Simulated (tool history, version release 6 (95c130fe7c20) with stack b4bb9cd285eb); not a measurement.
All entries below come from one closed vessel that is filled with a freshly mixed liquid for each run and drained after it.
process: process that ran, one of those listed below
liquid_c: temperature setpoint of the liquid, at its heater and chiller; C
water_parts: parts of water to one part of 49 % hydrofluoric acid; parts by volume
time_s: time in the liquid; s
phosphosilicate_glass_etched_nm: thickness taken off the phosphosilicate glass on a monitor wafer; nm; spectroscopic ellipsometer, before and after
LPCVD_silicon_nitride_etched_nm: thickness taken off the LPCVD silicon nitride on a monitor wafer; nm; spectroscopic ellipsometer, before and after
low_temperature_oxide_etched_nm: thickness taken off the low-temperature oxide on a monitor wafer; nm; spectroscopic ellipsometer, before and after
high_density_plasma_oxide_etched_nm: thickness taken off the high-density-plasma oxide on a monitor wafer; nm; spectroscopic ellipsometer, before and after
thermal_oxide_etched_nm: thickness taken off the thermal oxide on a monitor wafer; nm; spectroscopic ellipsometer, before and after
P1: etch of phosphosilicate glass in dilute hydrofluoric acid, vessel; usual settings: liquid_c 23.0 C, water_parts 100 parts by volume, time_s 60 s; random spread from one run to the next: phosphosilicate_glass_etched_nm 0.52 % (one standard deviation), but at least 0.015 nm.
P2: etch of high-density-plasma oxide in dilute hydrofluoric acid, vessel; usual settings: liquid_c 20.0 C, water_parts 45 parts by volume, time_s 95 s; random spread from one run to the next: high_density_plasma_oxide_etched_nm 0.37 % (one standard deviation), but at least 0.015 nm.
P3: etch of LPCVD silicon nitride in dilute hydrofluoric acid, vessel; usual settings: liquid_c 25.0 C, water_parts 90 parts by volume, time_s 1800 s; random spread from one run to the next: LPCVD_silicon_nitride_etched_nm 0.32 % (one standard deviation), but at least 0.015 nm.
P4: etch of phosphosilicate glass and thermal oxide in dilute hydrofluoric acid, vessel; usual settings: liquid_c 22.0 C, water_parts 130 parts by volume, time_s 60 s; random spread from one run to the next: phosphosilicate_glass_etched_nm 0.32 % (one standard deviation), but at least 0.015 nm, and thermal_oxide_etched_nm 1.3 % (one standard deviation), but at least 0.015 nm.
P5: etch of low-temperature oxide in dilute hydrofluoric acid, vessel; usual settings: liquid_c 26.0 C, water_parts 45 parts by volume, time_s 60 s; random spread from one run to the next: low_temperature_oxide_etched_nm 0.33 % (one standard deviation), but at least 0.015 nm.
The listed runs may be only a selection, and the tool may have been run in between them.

run	hour	process	liquid_c	water_parts	time_s	hours since the thermometer was replaced	hours since the hydrofluoric acid flow meter was replaced	phosphosilicate_glass_etched_nm	LPCVD_silicon_nitride_etched_nm	low_temperature_oxide_etched_nm	high_density_plasma_oxide_etched_nm	thermal_oxide_etched_nm
1	7.0	P1	23.0	100	60	794.0	493.2	80.741				
2	13.7	P3	25.0	90	1800	800.7	499.9		10.351			
3	23.1	P1	27.5	100	105	810.1	509.3	171.550				
4	33.1	P5	26.0	45	30	820.1	519.3			8.1991		
5	40.9	P2	20.0	75	95	827.9	527.1				5.8269	
6	50.3	P4	22.0	130	30	837.3	536.5	32.456				0.99226
7	60.2	P1	23.0	100	30	847.2	546.4	40.730				
8	65.1	P5	26.0	45	60	852.1	551.3			16.4470		
9	72.0	P3	25.0	90	1800	859.0	558.2		10.355			
10	80.7	P4	22.0	215	60	867.7	566.9	35.869				1.10970
11	86.3	P5	26.0	45	60	873.3	572.5			16.4680		
12	95.7	P1	23.0	165	60	882.7	581.9	45.849				
13	102.3	P1	23.0	100	60	889.3	588.5	81.555				
14	107.8	P1	23.0	100	60	894.8	594.0	82.031				
15	112.4	P2	28.5	45	95	899.4	598.6				14.3050	
16	120.7	P4	29.0	130	60	907.7	606.9	85.461				2.52000
17	126.9	P3	32.0	90	1800	913.9	613.1		16.180			
18	133.7	P3	25.0	90	3140	920.7	619.9		18.078			
19	140.5	P3	25.0	55	1800	927.5	626.7		16.788			
20	148.6	P5	26.0	65	60	935.6	634.8			11.0300		
21	158.0	P2	20.0	45	95	945.0	644.2				9.9920	
22	167.5	P5	33.5	45	60	954.5	653.7			22.0420		
23	176.9	P1	23.0	100	90	963.9	663.1	121.550				
24	187.1	P1	23.0	100	60	974.1	673.3	81.699				
25	193.0	P1	18.5	100	60	980.0	679.2	67.426				
26	202.9	P1	23.0	60	60	989.9	689.1	142.550				
27	210.5	P1	23.0	100	60	997.5	696.7	81.168				
28	217.9	P1	23.0	65	35	1004.9	704.1	76.390				
29	226.2	P2	20.0	45	95	1013.2	712.4				10.0400	
30	230.9	P1	23.0	60	95	1017.9	717.1	224.840				
31	236.0	P1	27.5	100	60	1023.0	722.2	96.762				
32	246.0	P4	22.0	130	60	1033.0	732.2	65.294				1.91550
33	253.4	P1	23.0	100	60	1040.4	739.6	82.354				
34	261.3	P2	20.0	45	40	1048.3	747.5				4.2030	
35	269.3	P1	23.0	100	60	1056.3	755.5	80.727				
36	274.1	P1	23.0	100	60	1061.1	760.3	80.344				
37	279.3	P1	23.0	100	60	1066.3	765.5	78.917				
38	284.3	P1	23.0	100	60	1071.3	770.5	79.020				
39	293.1	P1	23.0	100	60	1080.1	779.3	77.779				
40	301.7	P1	23.0	100	60	1088.7	787.9	77.957				
41	309.7	P1	23.0	100	60	1096.7	795.9	77.444				
42	318.6	P1	23.0	100	60	1105.6	804.8	77.071				
43	327.9	P1	23.0	100	60	1114.9	814.1	76.943				

The log shows P1 creeping away from where it was. Any of the 2 causes listed here, at the size stated for it, fits the log just as well as the others:
A: hydrofluoric acid flow below the setpoint (%) = 4.95
B: liquid colder than its thermometer reads (K) = 1.42
Creep in the process output first set in at about hour 269.3.

Question marks stand in for the results of the 4 check runs listed below, each run on one wafer. Under which run would the listed causes show clearly different results?
check 1	337.2	P4	22.0	130	35			?				?
check 2	337.2	P3	30.0	90	1800				?			
check 3	337.2	P5	26.0	65	60					?		
check 4	337.2	P2	25.5	45	50						?	

Check results expected under each cause:
check	result	if A	if B
check 1	phosphosilicate_glass_etched_nm	35.727	35.791
check 1	thermal_oxide_etched_nm	1.06890	1.07080
check 2	LPCVD_silicon_nitride_etched_nm	13.568	13.048
check 3	low_temperature_oxide_etched_nm	10.4520	10.4350
check 4	high_density_plasma_oxide_etched_nm	6.2894	6.2619
Per check, the gap between the least separated pair of causes, taken in the result that splits them most: check 1 0.18 %; check 2 3.91 %; check 3 0.17 %; check 4 0.44 %
Check 2 is the one run that separates the causes; every other check would come out nearly the same whichever cause is at work.

Check 2 was then run and gave: LPCVD_silicon_nitride_etched_nm 13.631 nm. Which cause is it?

The correct cause is A, namely: hydrofluoric acid flow below the setpoint (%).

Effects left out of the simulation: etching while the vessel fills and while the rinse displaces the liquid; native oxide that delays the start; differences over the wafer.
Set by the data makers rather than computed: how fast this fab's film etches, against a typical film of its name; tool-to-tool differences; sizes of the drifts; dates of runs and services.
